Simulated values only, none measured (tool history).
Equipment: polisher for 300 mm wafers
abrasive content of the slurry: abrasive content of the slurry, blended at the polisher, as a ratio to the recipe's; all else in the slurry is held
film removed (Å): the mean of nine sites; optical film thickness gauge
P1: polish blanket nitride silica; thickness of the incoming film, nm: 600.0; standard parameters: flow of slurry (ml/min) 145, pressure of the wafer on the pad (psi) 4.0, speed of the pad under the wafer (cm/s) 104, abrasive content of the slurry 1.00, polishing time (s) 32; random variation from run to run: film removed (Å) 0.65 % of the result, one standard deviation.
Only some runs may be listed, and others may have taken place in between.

| run | day | flow of slurry (ml/min) | pressure of the wafer on the pad (psi) | speed of the pad under the wafer (cm/s) | abrasive content of the slurry | polishing time (s) | wafers polished on this pad | hours since the slurry nozzle was cleaned | hours since the head pressure was calibrated | hours since the slurry blender was calibrated | hours since the conditioning disc was replaced | film removed (Å) |
|---|---|---|---|---|---|---|---|---|---|---|---|---|
| 1 | 0.312 | 145 | 4.0 | 104 | 1.00 | 32 | 790 | 592.3 | 327.6 | 82.5 | 168.8 | 239.69 |
| 2 | 0.733 | 145 | 4.0 | 104 | 1.00 | 32 | 868 | 602.4 | 337.7 | 92.6 | 178.9 | 242.58 |
| 3 | 1.279 | 145 | 4.0 | 72 | 1.00 | 32 | 970 | 615.5 | 350.8 | 105.7 | 192.0 | 180.75 |
| 4 | 1.783 | 105 | 1.8 | 104 | 1.00 | 32 | 1065 | 627.6 | 362.9 | 117.8 | 204.1 | 101.79 |
| 5 | 2.171 | 145 | 1.9 | 104 | 1.00 | 32 | 1137 | 636.9 | 372.2 | 127.1 | 213.4 | 113.99 |
| 6 | 2.546 | 190 | 4.0 | 104 | 1.00 | 32 | 1207 | 645.9 | 381.2 | 136.1 | 222.4 | 252.48 |
| 7 | 2.846 | 145 | 4.0 | 104 | 1.00 | 15 | 1263 | 653.1 | 388.4 | 143.3 | 229.6 | 113.63 |
| 8 | 3.238 | 145 | 4.0 | 68 | 1.30 | 32 | 1336 | 662.5 | 397.8 | 152.7 | 239.0 | 191.46 |
| 9 | 3.708 | 145 | 5.4 | 104 | 1.00 | 32 | 1424 | 673.8 | 409.1 | 164.0 | 250.3 | 325.25 |
| 10 | 4.096 | 145 | 2.7 | 104 | 1.20 | 32 | 1497 | 683.1 | 418.4 | 173.3 | 259.6 | 177.29 |
| 11 | 4.583 | 145 | 4.0 | 104 | 1.00 | 48 | 1588 | 694.8 | 430.1 | 185.0 | 271.3 | 360.84 |
| 12 | 4.954 | 145 | 4.0 | 136 | 1.00 | 32 | 1657 | 703.7 | 439.0 | 193.9 | 280.2 | 301.89 |
| 13 | 5.254 | 145 | 4.0 | 104 | 0.55 | 32 | 1713 | 710.9 | 446.2 | 201.1 | 287.4 | 174.00 |
|  | 5.633 | conditioning disc replaced and pad reconditioned |
| 14 | 5.679 | 145 | 4.0 | 104 | 1.00 | 32 | 1793 | 721.1 | 456.4 | 211.3 | 1.2 | 240.26 |
| 15 | 6.067 | 145 | 4.0 | 104 | 1.00 | 32 | 1865 | 730.4 | 465.7 | 220.6 | 10.5 | 242.31 |
| 16 | 6.488 | 145 | 4.0 | 104 | 1.50 | 32 | 1944 | 740.5 | 475.8 | 230.7 | 20.6 | 282.71 |
| 17 | 6.746 | 105 | 4.0 | 104 | 1.00 | 32 | 1992 | 746.7 | 482.0 | 236.9 | 26.8 | 225.27 |
| 18 | 6.988 | 145 | 4.0 | 104 | 1.00 | 32 | 2037 | 752.5 | 487.8 | 242.7 | 32.6 | 241.51 |
| 19 | 7.492 | 145 | 4.0 | 104 | 1.00 | 32 | 2131 | 764.6 | 499.9 | 254.8 | 44.7 | 240.82 |
| 20 | 7.875 | 145 | 4.0 | 104 | 1.00 | 32 | 2203 | 773.8 | 509.1 | 264.0 | 53.9 | 232.76 |
| 21 | 8.121 | 145 | 4.0 | 104 | 1.00 | 32 | 2249 | 779.7 | 515.0 | 269.9 | 59.8 | 228.44 |
| 22 | 8.496 | 145 | 4.0 | 104 | 1.00 | 32 | 2319 | 788.7 | 524.0 | 278.9 | 68.8 | 227.18 |
|  | 8.762 | worn pad replaced by a new one |
| 23 | 9.038 | 145 | 4.0 | 104 | 1.00 | 32 | 51 | 801.7 | 537.0 | 291.9 | 81.8 | 222.63 |

Run 24, settings as shown, results not yet in. Your forecast:
|  | 9.267 | head pressure recalibrated |
| 24 | 9.462 | 145 | 4.0 | 104 | 1.00 | 32 | 130 | 811.9 | 4.8 | 302.1 | 92.0 | ? |

{"run 24": {"film removed (Å)": 220.94}}

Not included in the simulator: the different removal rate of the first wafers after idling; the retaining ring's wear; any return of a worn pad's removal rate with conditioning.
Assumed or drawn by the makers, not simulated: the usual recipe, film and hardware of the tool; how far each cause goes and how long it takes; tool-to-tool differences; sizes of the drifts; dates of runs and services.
